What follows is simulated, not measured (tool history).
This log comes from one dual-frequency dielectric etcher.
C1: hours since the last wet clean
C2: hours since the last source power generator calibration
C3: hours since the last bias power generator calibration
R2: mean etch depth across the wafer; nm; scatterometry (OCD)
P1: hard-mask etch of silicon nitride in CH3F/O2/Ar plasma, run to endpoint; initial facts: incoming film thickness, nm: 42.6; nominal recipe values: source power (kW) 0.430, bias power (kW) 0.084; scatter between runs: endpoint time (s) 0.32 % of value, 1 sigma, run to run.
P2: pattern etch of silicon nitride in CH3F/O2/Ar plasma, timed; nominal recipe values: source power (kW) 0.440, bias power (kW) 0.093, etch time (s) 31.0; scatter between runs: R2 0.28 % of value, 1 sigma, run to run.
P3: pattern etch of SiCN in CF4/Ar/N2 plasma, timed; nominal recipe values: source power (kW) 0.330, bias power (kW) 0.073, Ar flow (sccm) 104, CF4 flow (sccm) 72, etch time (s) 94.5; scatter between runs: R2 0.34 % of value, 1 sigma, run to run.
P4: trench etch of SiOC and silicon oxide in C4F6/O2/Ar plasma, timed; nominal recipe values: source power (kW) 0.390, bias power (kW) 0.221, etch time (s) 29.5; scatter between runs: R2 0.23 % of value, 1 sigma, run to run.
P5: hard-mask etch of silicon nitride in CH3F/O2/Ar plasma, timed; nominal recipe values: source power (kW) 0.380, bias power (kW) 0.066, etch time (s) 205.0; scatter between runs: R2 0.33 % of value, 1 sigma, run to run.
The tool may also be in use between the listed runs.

{"run": 1, "hour": 5.1, "process that ran": "P1", "source power (kW)": 0.43, "bias power (kW)": 0.084, "C1": 471.4, "C2": 1788.2, "C3": 2814.3, "endpoint time (s)": 55.881}
{"run": 2, "hour": 10.3, "process that ran": "P2", "source power (kW)": 0.31, "bias power (kW)": 0.093, "etch time (s)": 31.0, "C1": 476.6, "C2": 1793.4, "C3": 2819.5, "R2": 21.006}
{"run": 3, "hour": 14.5, "process that ran": "P1", "source power (kW)": 0.43, "bias power (kW)": 0.118, "C1": 480.8, "C2": 1797.6, "C3": 2823.7, "endpoint time (s)": 49.455}
{"run": 4, "hour": 18.1, "process that ran": "P3", "source power (kW)": 0.33, "bias power (kW)": 0.073, "etch time (s)": 137.0, "Ar flow (sccm)": 104, "CF4 flow (sccm)": 72, "C1": 484.4, "C2": 1801.2, "C3": 2827.3, "R2": 90.95}
{"run": 5, "hour": 25.1, "process that ran": "P2", "source power (kW)": 0.44, "bias power (kW)": 0.093, "etch time (s)": 45.0, "C1": 491.4, "C2": 1808.2, "C3": 2834.3, "R2": 34.667}
{"run": 6, "hour": 31.0, "process that ran": "P2", "source power (kW)": 0.44, "bias power (kW)": 0.093, "etch time (s)": 31.0, "C1": 497.3, "C2": 1814.1, "C3": 2840.2, "R2": 24.034}
{"run": 7, "hour": 34.9, "process that ran": "P4", "source power (kW)": 0.54, "bias power (kW)": 0.221, "etch time (s)": 29.5, "C1": 501.2, "C2": 1818.0, "C3": 2844.1, "R2": 69.731}
{"run": 8, "hour": 39.9, "process that ran": "P1", "source power (kW)": 0.43, "bias power (kW)": 0.084, "C1": 506.2, "C2": 1823.0, "C3": 2849.1, "endpoint time (s)": 56.177}
{"run": 9, "hour": 47.3, "process that ran": "P1", "source power (kW)": 0.43, "bias power (kW)": 0.084, "C1": 513.6, "C2": 1830.4, "C3": 2856.5, "endpoint time (s)": 56.105}
{"run": 10, "hour": 52.1, "process that ran": "P5", "source power (kW)": 0.38, "bias power (kW)": 0.066, "etch time (s)": 205.0, "C1": 518.4, "C2": 1835.2, "C3": 2861.3, "R2": 136.56}
{"run": 11, "hour": 57.8, "process that ran": "P5", "source power (kW)": 0.38, "bias power (kW)": 0.089, "etch time (s)": 205.0, "C1": 524.1, "C2": 1840.9, "C3": 2867.0, "R2": 152.39}
{"run": 12, "hour": 61.9, "process that ran": "P1", "source power (kW)": 0.43, "bias power (kW)": 0.084, "C1": 528.2, "C2": 1845.0, "C3": 2871.1, "endpoint time (s)": 55.776}
{"run": 13, "hour": 68.0, "process that ran": "P2", "source power (kW)": 0.44, "bias power (kW)": 0.093, "etch time (s)": 31.0, "C1": 534.3, "C2": 1851.1, "C3": 2877.2, "R2": 23.952}
{"hour": 68.6, "done": "bias power generator calibrated"}
{"run": 14, "hour": 71.3, "process that ran": "P3", "source power (kW)": 0.33, "bias power (kW)": 0.073, "etch time (s)": 94.5, "Ar flow (sccm)": 104, "CF4 flow (sccm)": 96, "C1": 537.6, "C2": 1854.4, "C3": 2.7, "R2": 64.909}
{"run": 15, "hour": 78.6, "process that ran": "P3", "source power (kW)": 0.33, "bias power (kW)": 0.073, "etch time (s)": 94.5, "Ar flow (sccm)": 104, "CF4 flow (sccm)": 72, "C1": 544.9, "C2": 1861.7, "C3": 10.0, "R2": 62.163}
{"run": 16, "hour": 86.4, "process that ran": "P4", "source power (kW)": 0.39, "bias power (kW)": 0.303, "etch time (s)": 29.5, "C1": 552.7, "C2": 1869.5, "C3": 17.8, "R2": 68.426}
{"run": 17, "hour": 94.0, "process that ran": "P5", "source power (kW)": 0.48, "bias power (kW)": 0.066, "etch time (s)": 205.0, "C1": 560.3, "C2": 1877.1, "C3": 25.4, "R2": 149.45}
{"run": 18, "hour": 99.6, "process that ran": "P1", "source power (kW)": 0.59, "bias power (kW)": 0.111, "C1": 565.9, "C2": 1882.7, "C3": 31.0, "endpoint time (s)": 45.077}
{"run": 19, "hour": 106.6, "process that ran": "P3", "source power (kW)": 0.46, "bias power (kW)": 0.073, "etch time (s)": 94.5, "Ar flow (sccm)": 104, "CF4 flow (sccm)": 72, "C1": 572.9, "C2": 1889.7, "C3": 38.0, "R2": 83.673}
{"run": 20, "hour": 110.6, "process that ran": "P3", "source power (kW)": 0.33, "bias power (kW)": 0.046, "etch time (s)": 94.5, "Ar flow (sccm)": 104, "CF4 flow (sccm)": 72, "C1": 576.9, "C2": 1893.7, "C3": 42.0, "R2": 53.153}
{"run": 21, "hour": 114.9, "process that ran": "P4", "source power (kW)": 0.39, "bias power (kW)": 0.221, "etch time (s)": 21.0, "C1": 581.2, "C2": 1898.0, "C3": 46.3, "R2": 43.693}
{"run": 22, "hour": 121.7, "process that ran": "P1", "source power (kW)": 0.27, "bias power (kW)": 0.102, "C1": 588.0, "C2": 1904.8, "C3": 53.1, "endpoint time (s)": 62.283}
{"run": 23, "hour": 127.4, "process that ran": "P1", "source power (kW)": 0.43, "bias power (kW)": 0.05, "C1": 593.7, "C2": 1910.5, "C3": 58.8, "endpoint time (s)": 66.277}
{"run": 24, "hour": 132.7, "process that ran": "P3", "source power (kW)": 0.33, "bias power (kW)": 0.073, "etch time (s)": 94.5, "Ar flow (sccm)": 84, "CF4 flow (sccm)": 72, "C1": 599.0, "C2": 1915.8, "C3": 64.1, "R2": 64.174}
{"run": 25, "hour": 139.6, "process that ran": "P1", "source power (kW)": 0.43, "bias power (kW)": 0.084, "C1": 605.9, "C2": 1922.7, "C3": 71.0, "endpoint time (s)": 55.751}
{"run": 26, "hour": 146.4, "process that ran": "P3", "source power (kW)": 0.33, "bias power (kW)": 0.073, "etch time (s)": 94.5, "Ar flow (sccm)": 104, "CF4 flow (sccm)": 72, "C1": 612.7, "C2": 1929.5, "C3": 77.8, "R2": 61.929}
{"run": 27, "hour": 151.2, "process that ran": "P4", "source power (kW)": 0.39, "bias power (kW)": 0.221, "etch time (s)": 29.5, "C1": 617.5, "C2": 1934.3, "C3": 82.6, "R2": 61.497}
{"run": 28, "hour": 157.7, "process that ran": "P1", "source power (kW)": 0.43, "bias power (kW)": 0.084, "C1": 624.0, "C2": 1940.8, "C3": 89.1, "endpoint time (s)": 55.922}
{"run": 29, "hour": 161.9, "process that ran": "P5", "source power (kW)": 0.38, "bias power (kW)": 0.066, "etch time (s)": 299.5, "C1": 628.2, "C2": 1945.0, "C3": 93.3, "R2": 199.93}
{"run": 30, "hour": 168.3, "process that ran": "P1", "source power (kW)": 0.43, "bias power (kW)": 0.084, "C1": 634.6, "C2": 1951.4, "C3": 99.7, "endpoint time (s)": 55.949}
{"run": 31, "hour": 175.9, "process that ran": "P1", "source power (kW)": 0.34, "bias power (kW)": 0.084, "C1": 642.2, "C2": 1959.0, "C3": 107.3, "endpoint time (s)": 61.159}
{"run": 32, "hour": 180.5, "process that ran": "P1", "source power (kW)": 0.56, "bias power (kW)": 0.084, "C1": 646.8, "C2": 1963.6, "C3": 111.9, "endpoint time (s)": 50.71}
{"run": 33, "hour": 184.5, "process that ran": "P2", "source power (kW)": 0.44, "bias power (kW)": 0.06, "etch time (s)": 31.0, "C1": 650.8, "C2": 1967.6, "C3": 115.9, "R2": 20.636}
{"run": 34, "hour": 192.0, "process that ran": "P5", "source power (kW)": 0.38, "bias power (kW)": 0.066, "etch time (s)": 205.0, "C1": 658.3, "C2": 1975.1, "C3": 123.4, "R2": 136.97}
{"run": 35, "hour": 195.6, "process that ran": "P1", "source power (kW)": 0.43, "bias power (kW)": 0.084, "C1": 661.9, "C2": 1978.7, "C3": 127.0, "endpoint time (s)": 56.288}
{"run": 36, "hour": 203.0, "process that ran": "P1", "source power (kW)": 0.43, "bias power (kW)": 0.084, "C1": 669.3, "C2": 1986.1, "C3": 134.4, "endpoint time (s)": 55.741}
{"run": 37, "hour": 210.5, "process that ran": "P1", "source power (kW)": 0.43, "bias power (kW)": 0.084, "C1": 676.8, "C2": 1993.6, "C3": 141.9, "endpoint time (s)": 55.525}
{"run": 38, "hour": 216.8, "process that ran": "P1", "source power (kW)": 0.43, "bias power (kW)": 0.084, "C1": 683.1, "C2": 1999.9, "C3": 148.2, "endpoint time (s)": 55.038}
{"run": 39, "hour": 224.6, "process that ran": "P1", "source power (kW)": 0.43, "bias power (kW)": 0.084, "C1": 690.9, "C2": 2007.7, "C3": 156.0, "endpoint time (s)": 55.104}
{"run": 40, "hour": 229.6, "process that ran": "P1", "source power (kW)": 0.43, "bias power (kW)": 0.084, "C1": 695.9, "C2": 2012.7, "C3": 161.0, "endpoint time (s)": 55.165}
{"run": 41, "hour": 233.0, "process that ran": "P1", "source power (kW)": 0.43, "bias power (kW)": 0.084, "C1": 699.3, "C2": 2016.1, "C3": 164.4, "endpoint time (s)": 55.372}
{"hour": 235.6, "done": "wet clean of the chamber"}
{"run": 42, "hour": 239.9, "process that ran": "P1", "source power (kW)": 0.43, "bias power (kW)": 0.084, "C1": 4.4, "C2": 2023.0, "C3": 171.3, "endpoint time (s)": 55.256}
{"run": 43, "hour": 247.6, "process that ran": "P1", "source power (kW)": 0.43, "bias power (kW)": 0.084, "C1": 12.1, "C2": 2030.7, "C3": 179.0, "endpoint time (s)": 54.924}
{"run": 44, "hour": 253.6, "process that ran": "P1", "source power (kW)": 0.43, "bias power (kW)": 0.084, "C1": 18.1, "C2": 2036.7, "C3": 185.0, "endpoint time (s)": 55.131}
{"run": 45, "hour": 257.4, "process that ran": "P1", "source power (kW)": 0.43, "bias power (kW)": 0.084, "C1": 21.9, "C2": 2040.5, "C3": 188.8, "endpoint time (s)": 54.906}
{"run": 46, "hour": 261.8, "process that ran": "P1", "source power (kW)": 0.43, "bias power (kW)": 0.084, "C1": 26.3, "C2": 2044.9, "C3": 193.2, "endpoint time (s)": 55.2}

Something has made what P1 gives creep away from where it was; the 2 causes below, each at its own stated size, fit the log equally well:
A: bias power that arrives over what is set, % = 4.55
B: source power that arrives over what is set, % = 4.27
The process output started creeping at around hour 195.6.
The rest of the possible causes, and what rules out each one:
chamber walls in a state that raises the etch rate, %: its service at hour 235.6 followed the start of the drift and did not put the process back to its old value

Of the 4 check runs below, each run on 2 wafers with the results averaged and each result still a question mark, which one would tell the listed causes apart?
{"run": "check 1", "hour": 266.2, "process that ran": "P4", "source power (kW)": 0.53, "bias power (kW)": 0.287, "etch time (s)": 29.5, "R2": "?"}
{"run": "check 2", "hour": 266.2, "process that ran": "P2", "source power (kW)": 0.36, "bias power (kW)": 0.093, "etch time (s)": 40.5, "R2": "?"}
{"run": "check 3", "hour": 266.2, "process that ran": "P5", "source power (kW)": 0.38, "bias power (kW)": 0.08, "etch time (s)": 205.0, "R2": "?"}
{"run": "check 4", "hour": 266.2, "process that ran": "P3", "source power (kW)": 0.33, "bias power (kW)": 0.049, "etch time (s)": 94.5, "Ar flow (sccm)": 104, "CF4 flow (sccm)": 89, "R2": "?"}

What each check would give under each cause:
check=check_1 result=R2 if_A=76.613 if_B=76.669
check=check_2 result=R2 if_A=29.523 if_B=29.503
check=check_3 result=R2 if_A=148.250 if_B=148.250
check=check_4 result=R2 if_A=56.928 if_B=58.255
Distance between the nearest two causes, measured in the result of the check that separates them most: check 1 0.07 %; check 2 0.07 %; check 3 0 %; check 4 2.3 %
Check 4 is the one run that separates the causes; every other check would come out nearly the same whichever cause is at work.

With check 4 done, the readings were: R2 58.356 nm. Identify which of the listed causes applies.

It is B: source power that arrives over what is set, %.

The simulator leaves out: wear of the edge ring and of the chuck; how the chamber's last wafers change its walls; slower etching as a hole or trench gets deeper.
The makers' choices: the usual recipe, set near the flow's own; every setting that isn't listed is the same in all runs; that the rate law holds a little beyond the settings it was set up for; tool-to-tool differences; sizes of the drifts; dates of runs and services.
